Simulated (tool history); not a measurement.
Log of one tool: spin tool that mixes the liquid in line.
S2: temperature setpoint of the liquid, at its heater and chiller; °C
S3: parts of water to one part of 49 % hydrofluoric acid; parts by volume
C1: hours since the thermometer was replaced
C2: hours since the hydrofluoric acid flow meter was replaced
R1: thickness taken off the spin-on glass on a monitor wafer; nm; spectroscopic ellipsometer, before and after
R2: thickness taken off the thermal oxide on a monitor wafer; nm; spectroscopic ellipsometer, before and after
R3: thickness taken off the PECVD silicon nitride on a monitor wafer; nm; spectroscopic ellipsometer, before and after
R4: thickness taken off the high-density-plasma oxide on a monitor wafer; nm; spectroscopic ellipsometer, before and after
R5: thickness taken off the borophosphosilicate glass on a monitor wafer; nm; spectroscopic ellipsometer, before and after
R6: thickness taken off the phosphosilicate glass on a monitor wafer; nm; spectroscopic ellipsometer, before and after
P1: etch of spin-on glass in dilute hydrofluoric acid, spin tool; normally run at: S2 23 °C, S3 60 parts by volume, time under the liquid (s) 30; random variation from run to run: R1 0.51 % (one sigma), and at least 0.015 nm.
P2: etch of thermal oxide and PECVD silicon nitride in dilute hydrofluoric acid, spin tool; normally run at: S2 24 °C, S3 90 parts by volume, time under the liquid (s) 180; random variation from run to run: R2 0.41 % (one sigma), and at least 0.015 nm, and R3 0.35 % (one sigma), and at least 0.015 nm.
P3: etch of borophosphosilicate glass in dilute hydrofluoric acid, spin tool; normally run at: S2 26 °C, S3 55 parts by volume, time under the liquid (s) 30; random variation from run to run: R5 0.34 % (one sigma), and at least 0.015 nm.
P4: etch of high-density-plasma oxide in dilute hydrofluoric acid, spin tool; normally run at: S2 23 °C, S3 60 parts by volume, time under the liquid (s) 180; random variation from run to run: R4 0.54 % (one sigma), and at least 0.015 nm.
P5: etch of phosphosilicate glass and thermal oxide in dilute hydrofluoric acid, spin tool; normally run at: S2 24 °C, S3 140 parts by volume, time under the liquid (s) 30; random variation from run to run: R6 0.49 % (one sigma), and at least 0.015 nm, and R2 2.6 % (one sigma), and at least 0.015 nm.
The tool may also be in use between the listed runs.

Run 1, hour 9.4: process that ran P1, S2 23 °C, S3 60 parts by volume, time under the liquid (s) 30; C1 775.7; C2 526.2. Result: R1 13.497 nm.
Run 2, hour 19.5: process that ran P2, S2 24 °C, S3 90 parts by volume, time under the liquid (s) 180; C1 785.8; C2 536.3. Result: R2 9.97 nm, R3 7.0932 nm.
Run 3, hour 26.7: process that ran P1, S2 23 °C, S3 60 parts by volume, time under the liquid (s) 15; C1 793; C2 543.5. Result: R1 6.7268 nm.
Run 4, hour 34.3: process that ran P1, S2 23 °C, S3 60 parts by volume, time under the liquid (s) 30; C1 800.6; C2 551.1. Result: R1 13.537 nm.
Run 5, hour 43.8: process that ran P4, S2 23 °C, S3 90 parts by volume, time under the liquid (s) 180; C1 810.1; C2 560.6. Result: R4 12.142 nm.
Run 6, hour 51.8: process that ran P4, S2 28 °C, S3 60 parts by volume, time under the liquid (s) 180; C1 818.1; C2 568.6. Result: R4 22.827 nm.
Run 7, hour 62.3: process that ran P4, S2 23 °C, S3 60 parts by volume, time under the liquid (s) 180; C1 828.6; C2 579.1. Result: R4 18.708 nm.
Run 8, hour 72.1: process that ran P3, S2 26 °C, S3 105 parts by volume, time under the liquid (s) 30; C1 838.4; C2 588.9. Result: R5 14.853 nm.
Run 9, hour 81.5: process that ran P3, S2 32 °C, S3 55 parts by volume, time under the liquid (s) 30; C1 847.8; C2 598.3. Result: R5 38.384 nm.
Run 10, hour 88.8: process that ran P2, S2 31.5 °C, S3 90 parts by volume, time under the liquid (s) 180; C1 855.1; C2 605.6. Result: R2 13.317 nm, R3 11.377 nm.
Run 11, hour 99.1: process that ran P1, S2 23 °C, S3 60 parts by volume, time under the liquid (s) 55; C1 865.4; C2 615.9. Result: R1 24.643 nm.
Run 12, hour 106.4: process that ran P1, S2 27 °C, S3 60 parts by volume, time under the liquid (s) 30; C1 872.7; C2 623.2. Result: R1 15.875 nm.
Run 13, hour 113.2: process that ran P4, S2 23 °C, S3 60 parts by volume, time under the liquid (s) 180; C1 879.5; C2 630. Result: R4 18.935 nm.
Run 14, hour 123: process that ran P1, S2 30 °C, S3 80 parts by volume, time under the liquid (s) 30; C1 889.3; C2 639.8. Result: R1 13.128 nm.
Run 15, hour 131.3: process that ran P5, S2 28.5 °C, S3 140 parts by volume, time under the liquid (s) 30; C1 897.6; C2 648.1. Result: R2 1.0495 nm, R6 21.726 nm.
Run 16, hour 142.9: process that ran P1, S2 23 °C, S3 60 parts by volume, time under the liquid (s) 30; C1 909.2; C2 659.7. Result: R1 13.436 nm.
Run 17, hour 153.1: process that ran P2, S2 24 °C, S3 90 parts by volume, time under the liquid (s) 350; C1 919.4; C2 669.9. Result: R2 19.32 nm, R3 13.744 nm.
Run 18, hour 164.5: process that ran P5, S2 24 °C, S3 215 parts by volume, time under the liquid (s) 30; C1 930.8; C2 681.3. Result: R2 0.55925 nm, R6 10.904 nm.
Run 19, hour 174.7: process that ran P1, S2 23 °C, S3 100 parts by volume, time under the liquid (s) 30; C1 941; C2 691.5. Result: R1 7.7383 nm.
Run 20, hour 181.1: process that ran P1, S2 23 °C, S3 35 parts by volume, time under the liquid (s) 30; C1 947.4; C2 697.9. Result: R1 23.926 nm.
Run 21, hour 192.9: process that ran P5, S2 24 °C, S3 140 parts by volume, time under the liquid (s) 15; C1 959.2; C2 709.7. Result: R2 0.45099 nm, R6 9.2325 nm.
Run 22, hour 205.6: process that ran P1, S2 23 °C, S3 60 parts by volume, time under the liquid (s) 30; C1 971.9; C2 722.4. Result: R1 13.666 nm.
Run 23, hour 215.9: process that ran P1, S2 23 °C, S3 60 parts by volume, time under the liquid (s) 30; C1 982.2; C2 732.7. Result: R1 13.594 nm.
Run 24, hour 226.5: process that ran P1, S2 19.5 °C, S3 60 parts by volume, time under the liquid (s) 15; C1 992.8; C2 743.3. Result: R1 5.8472 nm.
Run 25, hour 236.1: process that ran P1, S2 17 °C, S3 60 parts by volume, time under the liquid (s) 30; C1 1002.4; C2 752.9. Result: R1 10.593 nm.
Run 26, hour 248.7: process that ran P3, S2 26 °C, S3 55 parts by volume, time under the liquid (s) 30; C1 1015; C2 765.5. Result: R5 30.19 nm.
Run 27, hour 261.4: process that ran P5, S2 24 °C, S3 140 parts by volume, time under the liquid (s) 30; C1 1027.7; C2 778.2. Result: R2 0.87908 nm, R6 18.143 nm.
Run 28, hour 269.7: process that ran P2, S2 24 °C, S3 20 parts by volume, time under the liquid (s) 180; C1 1036; C2 786.5. Result: R2 49.128 nm, R3 30.32 nm.
Run 29, hour 282.4: process that ran P1, S2 23 °C, S3 60 parts by volume, time under the liquid (s) 30; C1 1048.7; C2 799.2. Result: R1 13.544 nm.
Run 30, hour 289.1: process that ran P4, S2 23 °C, S3 60 parts by volume, time under the liquid (s) 290; C1 1055.4; C2 805.9. Result: R4 30.397 nm.
Run 31, hour 296.6: process that ran P3, S2 26 °C, S3 55 parts by volume, time under the liquid (s) 45; C1 1062.9; C2 813.4. Result: R5 45.487 nm.
Run 32, hour 303.9: process that ran P2, S2 24 °C, S3 90 parts by volume, time under the liquid (s) 180; C1 1070.2; C2 820.7. Result: R2 9.9568 nm, R3 7.0748 nm.
Run 33, hour 312: process that ran P1, S2 23 °C, S3 60 parts by volume, time under the liquid (s) 30; C1 1078.3; C2 828.8. Result: R1 13.654 nm.
Run 34, hour 317.7: process that ran P1, S2 23 °C, S3 60 parts by volume, time under the liquid (s) 30; C1 1084; C2 834.5. Result: R1 13.891 nm.
Run 35, hour 326.8: process that ran P1, S2 23 °C, S3 60 parts by volume, time under the liquid (s) 30; C1 1093.1; C2 843.6. Result: R1 14.35 nm.
Run 36, hour 337.2: process that ran P1, S2 23 °C, S3 60 parts by volume, time under the liquid (s) 30; C1 1103.5; C2 854. Result: R1 14.597 nm.
Run 37, hour 343.2: process that ran P1, S2 23 °C, S3 60 parts by volume, time under the liquid (s) 30; C1 1109.5; C2 860. Result: R1 14.563 nm.
Run 38, hour 350.2: process that ran P1, S2 23 °C, S3 60 parts by volume, time under the liquid (s) 30; C1 1116.5; C2 867. Result: R1 14.726 nm.
Run 39, hour 360.6: process that ran P1, S2 23 °C, S3 60 parts by volume, time under the liquid (s) 30; C1 1126.9; C2 877.4. Result: R1 14.647 nm.

Forecast run 40:
Run 40, hour 370: process that ran P1, S2 23 °C, S3 60 parts by volume, time under the liquid (s) 30; C1 1136.3; C2 886.8. Result: R1 ?.

Run 40 gave R1 14.619 nm.

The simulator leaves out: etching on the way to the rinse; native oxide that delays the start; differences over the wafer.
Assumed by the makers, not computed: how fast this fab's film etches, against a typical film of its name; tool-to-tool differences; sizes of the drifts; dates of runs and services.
